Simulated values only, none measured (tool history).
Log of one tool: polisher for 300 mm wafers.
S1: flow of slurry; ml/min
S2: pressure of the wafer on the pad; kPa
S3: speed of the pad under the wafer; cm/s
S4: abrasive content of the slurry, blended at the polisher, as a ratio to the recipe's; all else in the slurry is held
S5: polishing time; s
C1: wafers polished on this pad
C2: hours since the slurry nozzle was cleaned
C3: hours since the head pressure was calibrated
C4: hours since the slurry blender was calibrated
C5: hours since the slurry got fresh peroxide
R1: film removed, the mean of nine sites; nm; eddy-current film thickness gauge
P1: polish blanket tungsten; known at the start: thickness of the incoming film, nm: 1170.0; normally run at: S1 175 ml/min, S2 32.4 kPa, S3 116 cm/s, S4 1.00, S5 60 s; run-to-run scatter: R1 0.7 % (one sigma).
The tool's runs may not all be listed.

run 1 hour=14.2 | S1=175 S2=32.4 S3=116 S4=1.00 S5=60 | C1=301 C2=94.9 C3=1070.3 C4=149.8 C5=50.1 | R1=432.50
run 2 hour=22.8 | S1=175 S2=32.4 S3=54 S4=1.00 S5=60 | C1=388 C2=103.5 C3=1078.9 C4=158.4 C5=58.7 | R1=197.35
run 3 hour=35.2 | S1=225 S2=32.4 S3=116 S4=1.00 S5=60 | C1=514 C2=115.9 C3=1091.3 C4=170.8 C5=71.1 | R1=447.77
run 4 hour=46.3 | S1=175 S2=32.4 S3=116 S4=0.50 S5=60 | C1=627 C2=127.0 C3=1102.4 C4=181.9 C5=82.2 | R1=364.66
run 5 hour=57.0 | S1=105 S2=32.4 S3=116 S4=1.00 S5=60 | C1=736 C2=137.7 C3=1113.1 C4=192.6 C5=92.9 | R1=392.69
run 6 hour=73.5 | S1=175 S2=32.4 S3=158 S4=1.00 S5=60 | C1=904 C2=154.2 C3=1129.6 C4=209.1 C5=109.4 | R1=590.65
run 7 hour=83.6 | S1=175 S2=32.4 S3=116 S4=1.00 S5=60 | C1=1006 C2=164.3 C3=1139.7 C4=219.2 C5=119.5 | R1=436.78
run 8 hour=91.5 | S1=175 S2=32.4 S3=116 S4=1.00 S5=60 | C1=1087 C2=172.2 C3=1147.6 C4=227.1 C5=127.4 | R1=427.00
run 9 hour=101.5 | S1=175 S2=20.0 S3=116 S4=1.00 S5=60 | C1=1188 C2=182.2 C3=1157.6 C4=237.1 C5=137.4 | R1=266.01
run 10 hour=112.6 | S1=175 S2=32.4 S3=116 S4=1.35 S5=79 | C1=1301 C2=193.3 C3=1168.7 C4=248.2 C5=148.5 | R1=604.44
-- hour=121.5 head pressure recalibrated
run 11 hour=125.4 | S1=270 S2=16.5 S3=116 S4=1.00 S5=60 | C1=1431 C2=206.1 C3=4.0 C4=261.0 C5=161.3 | R1=232.39
-- hour=128.3 slurry tank refilled with fresh slurry and peroxide
run 12 hour=135.7 | S1=175 S2=44.1 S3=116 S4=1.00 S5=60 | C1=1536 C2=216.4 C3=14.3 C4=271.3 C5=7.4 | R1=585.67
run 13 hour=146.9 | S1=175 S2=32.4 S3=116 S4=1.00 S5=27 | C1=1650 C2=227.6 C3=25.5 C4=282.5 C5=18.6 | R1=194.79
run 14 hour=159.7 | S1=175 S2=32.4 S3=116 S4=1.00 S5=60 | C1=1780 C2=240.4 C3=38.3 C4=295.3 C5=31.4 | R1=431.34
run 15 hour=167.9 | S1=175 S2=32.4 S3=116 S4=1.00 S5=93 | C1=1863 C2=248.6 C3=46.5 C4=303.5 C5=39.6 | R1=659.66
run 16 hour=182.3 | S1=260 S2=44.1 S3=116 S4=1.00 S5=60 | C1=2010 C2=263.0 C3=60.9 C4=317.9 C5=54.0 | R1=615.86
run 17 hour=191.6 | S1=175 S2=32.4 S3=116 S4=1.45 S5=60 | C1=2104 C2=272.3 C3=70.2 C4=327.2 C5=63.3 | R1=470.84
run 18 hour=201.6 | S1=175 S2=32.4 S3=116 S4=1.00 S5=60 | C1=2206 C2=282.3 C3=80.2 C4=337.2 C5=73.3 | R1=433.02

Forecast run 19:
run 19 hour=212.7 | S1=175 S2=32.4 S3=116 S4=1.00 S5=60 | C1=2319 C2=293.4 C3=91.3 C4=348.3 C5=84.4 | R1=?

R1: 434.39 nm

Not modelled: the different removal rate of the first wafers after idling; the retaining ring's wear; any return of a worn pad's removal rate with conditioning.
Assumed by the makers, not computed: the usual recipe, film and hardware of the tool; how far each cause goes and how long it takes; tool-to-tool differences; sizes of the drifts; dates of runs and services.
